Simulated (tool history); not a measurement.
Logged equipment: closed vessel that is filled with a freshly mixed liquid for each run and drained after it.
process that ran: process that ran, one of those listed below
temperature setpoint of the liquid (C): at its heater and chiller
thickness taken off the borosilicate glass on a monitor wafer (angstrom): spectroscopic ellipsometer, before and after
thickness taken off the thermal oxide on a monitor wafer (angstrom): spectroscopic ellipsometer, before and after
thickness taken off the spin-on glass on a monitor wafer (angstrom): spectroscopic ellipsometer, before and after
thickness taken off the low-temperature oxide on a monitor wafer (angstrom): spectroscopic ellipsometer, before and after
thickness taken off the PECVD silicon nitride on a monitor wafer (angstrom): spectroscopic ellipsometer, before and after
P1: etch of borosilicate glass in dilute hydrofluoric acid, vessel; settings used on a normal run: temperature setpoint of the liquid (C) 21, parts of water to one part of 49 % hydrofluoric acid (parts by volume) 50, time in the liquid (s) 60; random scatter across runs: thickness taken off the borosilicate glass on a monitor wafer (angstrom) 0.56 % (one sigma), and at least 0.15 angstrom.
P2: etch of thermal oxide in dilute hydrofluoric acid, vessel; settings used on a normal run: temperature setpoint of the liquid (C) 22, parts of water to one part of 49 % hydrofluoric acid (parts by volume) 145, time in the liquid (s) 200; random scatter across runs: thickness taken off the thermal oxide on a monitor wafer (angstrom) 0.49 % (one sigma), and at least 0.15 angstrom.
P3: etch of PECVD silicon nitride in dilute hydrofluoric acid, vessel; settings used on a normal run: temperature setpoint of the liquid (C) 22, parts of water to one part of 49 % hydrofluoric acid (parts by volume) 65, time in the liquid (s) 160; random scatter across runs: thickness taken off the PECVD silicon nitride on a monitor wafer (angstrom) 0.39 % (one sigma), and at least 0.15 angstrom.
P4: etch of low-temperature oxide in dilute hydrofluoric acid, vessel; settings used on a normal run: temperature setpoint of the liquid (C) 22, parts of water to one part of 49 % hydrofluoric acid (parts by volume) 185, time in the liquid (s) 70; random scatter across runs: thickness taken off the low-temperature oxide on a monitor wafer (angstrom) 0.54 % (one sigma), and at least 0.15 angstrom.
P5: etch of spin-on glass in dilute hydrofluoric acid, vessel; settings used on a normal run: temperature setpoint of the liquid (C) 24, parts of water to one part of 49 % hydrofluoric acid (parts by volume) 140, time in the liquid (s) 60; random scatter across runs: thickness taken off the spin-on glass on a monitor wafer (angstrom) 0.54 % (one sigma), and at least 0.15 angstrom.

run	hour	process that ran	temperature setpoint of the liquid (C)	parts of water to one part of 49 % hydrofluoric acid (parts by volume)	time in the liquid (s)	hours since the thermometer was replaced	hours since the hydrofluoric acid flow meter was replaced	thickness taken off the borosilicate glass on a monitor wafer (angstrom)	thickness taken off the thermal oxide on a monitor wafer (angstrom)	thickness taken off the spin-on glass on a monitor wafer (angstrom)	thickness taken off the low-temperature oxide on a monitor wafer (angstrom)	thickness taken off the PECVD silicon nitride on a monitor wafer (angstrom)
1	5.8	P1	21	50	60	837.8	234.7	356.65				
2	13.4	P1	21	70	60	845.4	242.3	248.73				
3	22.1	P1	21	20	30	854.1	251	463.37				
4	32.5	P1	21	20	60	864.5	261.4	912.92				
5	38.7	P2	22	145	200	870.7	267.6		53.048			
6	45.6	P1	21	50	60	877.6	274.5	357.73				
7	54.2	P1	21	50	60	886.2	283.1	358.36				
8	61.2	P2	28.5	145	200	893.2	290.1		68.557			
9	68.5	P1	28.5	50	115	900.5	297.4	931.11				
10	78.6	P5	24	140	60	910.6	307.5			151.75		
11	86.2	P1	21	50	30	918.2	315.1	178.98				
12	93.9	P1	21	50	60	925.9	322.8	358.6				
13	100.3	P4	22	185	70	932.3	329.2				54.308	
# hour 101.4: thermometer replaced
14	106.1	P1	27.5	50	60	4.8	335	465.9				
# hour 113.3: hydrofluoric acid flow meter replaced
15	114.6	P4	22	185	125	13.3	1.4				96.76	
16	120.2	P4	17	185	70	18.9	7				44.676	
17	128.6	P3	22	20	160	27.3	15.4					195.5
18	134	P1	17	50	60	32.7	20.8	301.05				
19	144.7	P5	24	40	60	43.4	31.5			592.81		
20	150.1	P3	17	65	160	48.8	36.9					43.735
21	161.8	P2	22	145	350	60.5	48.6		94.078			
22	169.1	P4	22	45	70	67.8	55.9				264.33	
23	175.4	P1	21	50	95	74.1	62.2	558.26				
24	181.8	P5	24	140	90	80.5	68.6			225.07		
25	191	P2	22	85	200	89.7	77.8		97.152			
26	200.3	P1	21	50	60	99	87.1	356.8				
27	212.2	P3	22	65	160	110.9	99					61.771
28	220.8	P1	28	50	85	119.5	107.6	668.1				
29	230.7	P3	22	65	285	129.4	117.5					110.16
30	241.6	P1	21	50	60	140.3	128.4	358.53				
31	251.4	P5	32	140	60	150.1	138.2			201.32		
32	257.3	P1	21	50	60	156	144.1	356.73				
33	265.4	P1	21	50	60	164.1	152.2	355.7				
34	275	P1	21	50	60	173.7	161.8	341.9				
35	280.7	P1	21	50	60	179.4	167.5	334.86				
36	285.8	P1	21	50	60	184.5	172.6	332.25				
37	291.3	P1	21	50	60	190	178.1	329.96				
38	296.9	P1	21	50	60	195.6	183.7	331.74				
39	303	P1	21	50	60	201.7	189.8	326.7				
40	314.1	P1	21	50	60	212.8	200.9	327.33				
41	325.4	P1	21	50	60	224.1	212.2	328.15				

What P1 gives has crept away from where it was. These 2 causes fit the log equally well, each at the size given:
A: liquid colder than its thermometer reads (K) = 2.02
B: hydrofluoric acid flow below the setpoint (%) = 7.74
The creep began at about hour 265.4.

Listed below are the offered check runs, one wafer per run, with question marks in place of results. For which of them would the causes give clearly different outcomes?
check 1	336.7	P5	24	55	60					?		
check 2	336.7	P3	17	20	160							?
check 3	336.7	P2	22	95	300				?			
check 4	336.7	P4	18	185	70						?	

If the cause were each of the candidates in turn, the checks would give the following:
check	result	if A	if B
check 1	thickness taken off the spin-on glass on a monitor wafer (angstrom)	390.41	389.22
check 2	thickness taken off the PECVD silicon nitride on a monitor wafer (angstrom)	117.85	126.39
check 3	thickness taken off the thermal oxide on a monitor wafer (angstrom)	119.52	118.64
check 4	thickness taken off the low-temperature oxide on a monitor wafer (angstrom)	42.686	42.093
Distance between the nearest two causes, measured in the result of the check that separates them most: check 1 0.31 %; check 2 7 %; check 3 0.74 %; check 4 1.4 %
Check 2 is the one run that separates the causes; every other check would come out nearly the same whichever cause is at work.

Here is what check 2 returned: thickness taken off the PECVD silicon nitride on a monitor wafer (angstrom) 126.64. Which cause is it?

It was cause B: hydrofluoric acid flow below the setpoint (%).
